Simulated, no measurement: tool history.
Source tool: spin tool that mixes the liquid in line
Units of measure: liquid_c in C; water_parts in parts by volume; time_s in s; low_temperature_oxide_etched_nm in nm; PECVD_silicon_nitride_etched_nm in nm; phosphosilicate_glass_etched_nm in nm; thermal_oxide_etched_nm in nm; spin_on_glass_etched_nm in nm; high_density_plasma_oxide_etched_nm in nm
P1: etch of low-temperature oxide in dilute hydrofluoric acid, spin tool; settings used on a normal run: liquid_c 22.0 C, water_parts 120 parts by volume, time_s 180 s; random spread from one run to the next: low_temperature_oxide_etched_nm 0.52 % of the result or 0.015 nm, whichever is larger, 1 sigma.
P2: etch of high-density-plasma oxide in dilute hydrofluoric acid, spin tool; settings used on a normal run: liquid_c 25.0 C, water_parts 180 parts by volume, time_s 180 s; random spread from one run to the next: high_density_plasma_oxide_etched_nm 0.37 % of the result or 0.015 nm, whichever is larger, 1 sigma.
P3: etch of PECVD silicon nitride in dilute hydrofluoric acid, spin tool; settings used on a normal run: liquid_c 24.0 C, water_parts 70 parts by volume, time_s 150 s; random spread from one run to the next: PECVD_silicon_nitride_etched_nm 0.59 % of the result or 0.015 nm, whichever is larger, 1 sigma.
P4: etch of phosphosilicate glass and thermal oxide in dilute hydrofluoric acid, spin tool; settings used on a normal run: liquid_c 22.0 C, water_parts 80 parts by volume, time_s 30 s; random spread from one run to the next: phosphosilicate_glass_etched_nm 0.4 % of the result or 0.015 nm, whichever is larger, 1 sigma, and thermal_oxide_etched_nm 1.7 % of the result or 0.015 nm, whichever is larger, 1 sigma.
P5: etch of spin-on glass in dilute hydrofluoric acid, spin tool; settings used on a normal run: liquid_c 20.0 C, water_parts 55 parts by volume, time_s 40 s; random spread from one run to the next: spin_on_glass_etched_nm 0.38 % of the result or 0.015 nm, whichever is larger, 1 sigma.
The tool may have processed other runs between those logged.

run	hour	process	liquid_c	water_parts	time_s	hours since the thermometer was replaced	hours since the hydrofluoric acid flow meter was replaced	low_temperature_oxide_etched_nm	PECVD_silicon_nitride_etched_nm	phosphosilicate_glass_etched_nm	thermal_oxide_etched_nm	spin_on_glass_etched_nm	high_density_plasma_oxide_etched_nm
1	13.3	P1	22.0	120	180	1903.1	1106.8	34.059					
2	25.6	P3	30.0	70	150	1915.4	1119.1		5.9110				
3	37.4	P4	17.0	80	30	1927.2	1130.9			36.290	1.31230		
4	46.4	P4	22.0	80	15	1936.2	1139.9			22.325	0.79206		
5	59.1	P1	22.0	70	180	1948.9	1152.6	61.631					
6	69.4	P5	20.0	55	15	1959.2	1162.9					7.5658	
7	81.9	P1	22.0	170	180	1971.7	1175.4	22.732					
8	92.3	P4	22.0	80	30	1982.1	1185.8			44.792	1.60500		
9	103.4	P4	22.0	130	30	1993.2	1196.9			25.872	0.91343		
10	113.8	P5	20.0	55	40	2003.6	1207.3					20.0190	
11	128.4	P1	28.5	120	180	2018.2	1221.9	43.549					
12	137.2	P1	22.0	120	180	2027.0	1230.7	34.183					
13	148.8	P1	22.0	120	90	2038.6	1242.3	16.919					
14	159.5	P1	18.5	120	180	2049.3	1253.0	29.531					
15	170.8	P2	25.0	180	180	2060.6	1264.3						5.6450
16	184.1	P1	22.0	120	345	2073.9	1277.6	65.306					
17	192.9	P3	24.0	115	150	2082.7	1286.4		2.4642				
18	207.9	P5	20.0	100	40	2097.7	1301.4					10.5210	
19	219.7	P2	19.5	180	180	2109.5	1313.2						4.6057
20	229.6	P5	20.0	55	40	2119.4	1323.1					20.1770	
21	242.7	P4	22.0	80	30	2132.5	1336.2			44.777	1.58440		
22	250.2	P1	22.0	120	180	2140.0	1343.7	33.913					
23	264.2	P1	22.0	120	180	2154.0	1357.7	33.932					
24	279.2	P1	26.0	50	180	2169.0	1372.7	104.270					
25	288.1	P2	25.0	180	15	2177.9	1381.6						0.4839
26	302.2	P2	25.0	180	180	2192.0	1395.7						5.6643
27	311.3	P5	17.0	55	40	2201.1	1404.8					17.7720	
28	324.3	P1	22.0	120	180	2214.1	1417.8	34.102					
29	336.4	P2	25.0	290	180	2226.2	1429.9						3.1183
30	351.3	P3	24.0	70	80	2241.1	1444.8		2.1225				
31	362.5	P1	22.0	120	180	2252.3	1456.0	34.024					
32	376.7	P3	24.0	70	150	2266.5	1470.2		4.0686				
33	386.5	P1	22.0	120	180	2276.3	1480.0	33.739					
34	397.7	P1	22.0	120	180	2287.5	1491.2	35.316					
35	411.3	P1	22.0	120	180	2301.1	1504.8	35.641					
36	419.3	P1	22.0	120	180	2309.1	1512.8	35.278					
37	430.2	P1	22.0	120	180	2320.0	1523.7	36.101					
38	437.3	P1	22.0	120	180	2327.1	1530.8	36.039					
39	448.3	P1	22.0	120	180	2338.1	1541.8	35.917					
40	459.0	P1	22.0	120	180	2348.8	1552.5	36.111					

Something has made what P1 gives creep away from where it was; the 2 causes below, each at its own stated size, fit the log equally well:
A: liquid hotter than its thermometer reads (K) = 1.48
B: hydrofluoric acid flow above the setpoint (%) = 5.27
The creep began at about hour 386.5.

The check runs listed below each take one wafer, and their results are still question marks. Under which run would the listed causes lead to clearly different results?
check 1	469.7	P3	24.0	70	150				?				
check 2	469.7	P5	20.0	55	40							?	
check 3	469.7	P4	22.0	80	30					?	?		
check 4	469.7	P2	25.0	180	180								?

Expected result of each check under each candidate cause:
check	result	if A	if B
check 1	PECVD_silicon_nitride_etched_nm	4.4064	4.2005
check 2	spin_on_glass_etched_nm	21.4570	21.2930
check 3	phosphosilicate_glass_etched_nm	47.598	47.407
check 3	thermal_oxide_etched_nm	1.70240	1.69560
check 4	high_density_plasma_oxide_etched_nm	5.9846	6.0275
Gap, in per cent, between the two causes that each check separates least, read from the result that separates them most: check 1 4.79 %; check 2 0.77 %; check 3 0.4 %; check 4 0.71 %
Check 1 distinguishes between the causes, while the remaining checks would return nearly the same result for all of them.

Running check 1 produced the following: PECVD_silicon_nitride_etched_nm 4.3719 nm. Which one of the listed causes fits?

The correct cause is A, namely: liquid hotter than its thermometer reads (K).

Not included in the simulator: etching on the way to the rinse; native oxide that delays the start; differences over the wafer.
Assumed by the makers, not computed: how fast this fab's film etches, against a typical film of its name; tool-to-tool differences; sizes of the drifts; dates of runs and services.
